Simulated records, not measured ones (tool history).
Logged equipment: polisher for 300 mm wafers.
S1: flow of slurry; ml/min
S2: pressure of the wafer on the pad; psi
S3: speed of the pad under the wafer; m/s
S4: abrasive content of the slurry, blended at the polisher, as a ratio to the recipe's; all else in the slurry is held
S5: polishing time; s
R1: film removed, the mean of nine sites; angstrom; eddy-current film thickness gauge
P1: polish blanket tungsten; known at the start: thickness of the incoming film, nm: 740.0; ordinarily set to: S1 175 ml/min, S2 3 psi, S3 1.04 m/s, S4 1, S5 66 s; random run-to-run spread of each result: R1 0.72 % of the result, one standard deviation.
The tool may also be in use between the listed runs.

Run 1, day 0.262: S1 175 ml/min, S2 3 psi, S3 1.04 m/s, S4 1, S5 66 s. Result: R1 2654.3 angstrom.
Run 2, day 0.471: S1 175 ml/min, S2 3 psi, S3 1.04 m/s, S4 1, S5 101 s. Result: R1 4069 angstrom.
Run 3, day 0.621: S1 175 ml/min, S2 3 psi, S3 1.04 m/s, S4 0.7, S5 66 s. Result: R1 2448.5 angstrom.
Run 4, day 0.904: S1 175 ml/min, S2 3 psi, S3 1.04 m/s, S4 1.35, S5 66 s. Result: R1 2866.7 angstrom.
At day 0.942: worn pad replaced by a new one.
Run 5, day 1.096: S1 255 ml/min, S2 3 psi, S3 1.04 m/s, S4 1, S5 66 s. Result: R1 2745.6 angstrom.
Run 6, day 1.354: S1 175 ml/min, S2 3 psi, S3 1.04 m/s, S4 1, S5 66 s. Result: R1 2622.4 angstrom.
Run 7, day 1.579: S1 175 ml/min, S2 3 psi, S3 1.52 m/s, S4 1, S5 66 s. Result: R1 3821.8 angstrom.
Run 8, day 1.762: S1 175 ml/min, S2 3 psi, S3 1.04 m/s, S4 1, S5 66 s. Result: R1 2642.8 angstrom.
Run 9, day 1.921: S1 175 ml/min, S2 3 psi, S3 1.04 m/s, S4 1, S5 66 s. Result: R1 2636.2 angstrom.
Run 10, day 2.175: S1 175 ml/min, S2 4.4 psi, S3 1.04 m/s, S4 1, S5 66 s. Result: R1 3914.1 angstrom.
Run 11, day 2.433: S1 105 ml/min, S2 3 psi, S3 1.04 m/s, S4 1, S5 66 s. Result: R1 2406.5 angstrom.
Run 12, day 2.717: S1 175 ml/min, S2 3 psi, S3 1.04 m/s, S4 1, S5 66 s. Result: R1 2651 angstrom.
Run 13, day 3.021: S1 105 ml/min, S2 3 psi, S3 0.68 m/s, S4 1, S5 66 s. Result: R1 1572.1 angstrom.
Run 14, day 3.158: S1 175 ml/min, S2 3 psi, S3 1.04 m/s, S4 1, S5 30 s. Result: R1 1205.7 angstrom.
Run 15, day 3.35: S1 175 ml/min, S2 3 psi, S3 1.04 m/s, S4 1, S5 66 s. Result: R1 2661.6 angstrom.
Run 16, day 3.633: S1 175 ml/min, S2 2.1 psi, S3 1.04 m/s, S4 1, S5 66 s. Result: R1 1861.2 angstrom.
Run 17, day 3.796: S1 175 ml/min, S2 3 psi, S3 0.58 m/s, S4 1, S5 66 s. Result: R1 1483 angstrom.
Run 18, day 4.046: S1 175 ml/min, S2 3 psi, S3 1.04 m/s, S4 1, S5 66 s. Result: R1 2650.2 angstrom.
Run 19, day 4.275: S1 175 ml/min, S2 3 psi, S3 1.04 m/s, S4 1, S5 66 s. Result: R1 2594.6 angstrom.
Run 20, day 4.512: S1 175 ml/min, S2 3 psi, S3 1.04 m/s, S4 1, S5 66 s. Result: R1 2487.3 angstrom.
Run 21, day 4.683: S1 175 ml/min, S2 3 psi, S3 1.04 m/s, S4 1, S5 66 s. Result: R1 2461.9 angstrom.
At day 4.738: slurry blender recalibrated.
Run 22, day 4.904: S1 175 ml/min, S2 3 psi, S3 1.04 m/s, S4 1, S5 66 s. Result: R1 2440.6 angstrom.
At day 4.954: worn pad replaced by a new one.
Run 23, day 5.154: S1 175 ml/min, S2 3 psi, S3 1.04 m/s, S4 1, S5 66 s. Result: R1 2411.1 angstrom.
At day 5.212: slurry tank refilled with fresh slurry and peroxide.
Run 24, day 5.358: S1 175 ml/min, S2 3 psi, S3 1.04 m/s, S4 1, S5 66 s. Result: R1 2454.4 angstrom.
Run 25, day 5.588: S1 175 ml/min, S2 3 psi, S3 1.04 m/s, S4 1, S5 66 s. Result: R1 2445.6 angstrom.
Run 26, day 5.796: S1 175 ml/min, S2 3 psi, S3 1.04 m/s, S4 1, S5 66 s. Result: R1 2420.2 angstrom.

The log shows P1 creeping away from where it was. Any of the 2 causes listed here, at the size stated for it, fits the log just as well as the others:
A: slurry flow missing at the pad, % = 39.8
B: head's pressure below its setpoint, % = 9.19
The process output started creeping at around day 4.046.
What rules out each remaining cause:
removal rate lost through wear of the pad, %: serviced after onset, at day 4.954, with no recovery of the prior output
abrasive missing from the slurry, %: serviced after onset, at day 4.738, with no recovery of the prior output
peroxide lost from the slurry, %: serviced after onset, at day 5.212, with no recovery of the prior output

The list below offers 4 check runs, each averaging the results of 5 wafers, and shows each result as a question mark. For which of them would the listed causes give clearly different results?
Run check 1, day 6.004: S1 175 ml/min, S2 2.1 psi, S3 1.04 m/s, S4 1.2, S5 66 s. Result: R1 ?.
Run check 2, day 6.004: S1 175 ml/min, S2 3 psi, S3 1.04 m/s, S4 1, S5 49 s. Result: R1 ?.
Run check 3, day 6.004: S1 135 ml/min, S2 3 psi, S3 1.04 m/s, S4 0.75, S5 66 s. Result: R1 ?.
Run check 4, day 6.004: S1 175 ml/min, S2 3 psi, S3 1.44 m/s, S4 1, S5 92 s. Result: R1 ?.

Expected result of each check under each candidate cause:
  check  result    if A    if B
check 1      R1  1761.7  1761.4
check 2      R1    1789  1788.6
check 3      R1  2103.2  2156.7
check 4      R1  4650.7  4649.9
Separation of the two closest causes in each check, using whichever result separates them best: check 1 0.02 %; check 2 0.02 %; check 3 2.51 %; check 4 0.02 %
Only check 3 tells the causes apart: in the others they would give nearly the same result.

After running check 3, the following was obtained: R1 2160.7 angstrom. Which cause does this point to?

It is B: head's pressure below its setpoint, %.
